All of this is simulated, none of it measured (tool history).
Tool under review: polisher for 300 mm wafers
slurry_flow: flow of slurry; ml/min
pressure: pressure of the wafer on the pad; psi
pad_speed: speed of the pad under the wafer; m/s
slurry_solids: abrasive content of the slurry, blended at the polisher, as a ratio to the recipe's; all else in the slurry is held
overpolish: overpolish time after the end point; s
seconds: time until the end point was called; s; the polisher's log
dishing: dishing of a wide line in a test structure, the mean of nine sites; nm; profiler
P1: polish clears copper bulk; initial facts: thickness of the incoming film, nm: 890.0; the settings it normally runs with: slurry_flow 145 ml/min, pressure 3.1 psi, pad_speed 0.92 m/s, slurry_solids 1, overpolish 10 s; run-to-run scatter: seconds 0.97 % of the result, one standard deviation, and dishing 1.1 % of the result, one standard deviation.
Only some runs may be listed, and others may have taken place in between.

run    day  slurry_flow  pressure  pad_speed  slurry_solids  overpolish  seconds  dishing
  1  0.171          145       3.1       0.92              1          10   91.583   58.831
  2  0.458          145       3.1       0.92           1.45          10   84.675   62.121
  3  0.679          145       3.1       0.92              1          10   90.798   59.985
  4  0.862          145       3.1       0.92              1          10   92.961   58.428
  5  1.112           85       3.1       0.92              1          10   104.64   54.826
  6    1.3          145       3.1       0.92              1          10   93.796   58.794
  7  1.558          145       4.4       0.92              1          10   65.326   78.549
  8  1.725          145       1.6       1.16              1          10   141.51    40.69
  9  2.058          145       3.1       0.46              1          10   186.92   33.661
 10  2.346          145       3.1       0.92              1          18   91.592   88.324
 11  2.546          145       3.1       0.92              1           3   92.101   21.789
 12  2.767          145       3.1       0.92           0.65          10   99.587   55.386
 13  3.042          145       3.1       0.92              1          10   92.369   59.133
 14  3.371          145       3.1       1.36              1          10   62.155   78.726
 15  3.621          145       3.1       0.92              1          10   92.467   59.939
 16  3.838          195       3.1       0.92              1          10   87.044   62.396
 17  4.125          145       1.6       0.92              1          10   176.58   32.775
 18  4.404          145       3.1       0.92              1          10   91.749   59.978
 19  4.667          145       3.1       0.92              1          10   95.023   57.795
 20  4.921          145       3.1       0.92              1          10   97.663   57.824
 21  5.188          145       3.1       0.92              1          10   99.132    55.84
     5.192  -- head pressure recalibrated
 22  5.512          145       3.1       0.92              1          10   100.29   54.603
     5.638  -- slurry blender recalibrated
 23  5.721          145       3.1       0.92              1          10   101.46   55.826
 24  5.904          145       3.1       0.92              1          10   101.15   56.122
 25  6.142          145       3.1       0.92              1          10   100.37   56.267

What P1 gives has crept off from where it sat before. The 2 causes that follow fit the log equally well, each at the size noted:
A: removal rate lost through wear of the pad, % = 8.92
B: slurry flow missing at the pad, % = 34.8
The drift started at roughly day 4.404.
Other possible causes, and why each is ruled out:
head's pressure below its setpoint, %: serviced after onset, at day 5.192, with no recovery of the prior output
abrasive missing from the slurry, %: serviced after onset, at day 5.638, with no recovery of the prior output

Each of the check runs listed below is run on 5 wafers and reports their average, with the results left as question marks. Pick the one under which the possible causes would lead to clearly different results.
check 1  6.379          145       3.1       0.92           1.35          10        ?        ?
check 2  6.379          145       1.7       0.92              1          10        ?        ?
check 3  6.379          100       3.1        0.7              1          10        ?        ?
check 4  6.379          145       3.1       1.34           1.45          10        ?        ?

Outcome of each check run for each possible cause:
  check   result    if A    if B
check 1  seconds  94.159  94.154
check 1  dishing  58.425  58.427
check 2  seconds  183.31   183.3
check 2  dishing  32.881  32.882
check 3  seconds  142.98  148.19
check 3  dishing  41.934  40.702
check 4  seconds  63.626  63.623
check 4  dishing   76.98  76.982
Separation of the two closest causes in each check, using whichever result separates them best: check 1 0 %; check 2 0 %; check 3 3.57 %; check 4 0 %
Check 3 tells the causes apart: in the others they would give nearly the same result.

Check 3 was then run and gave: seconds 143.16 s; dishing 42.098 nm. Which cause is it?

It is A: removal rate lost through wear of the pad, %.
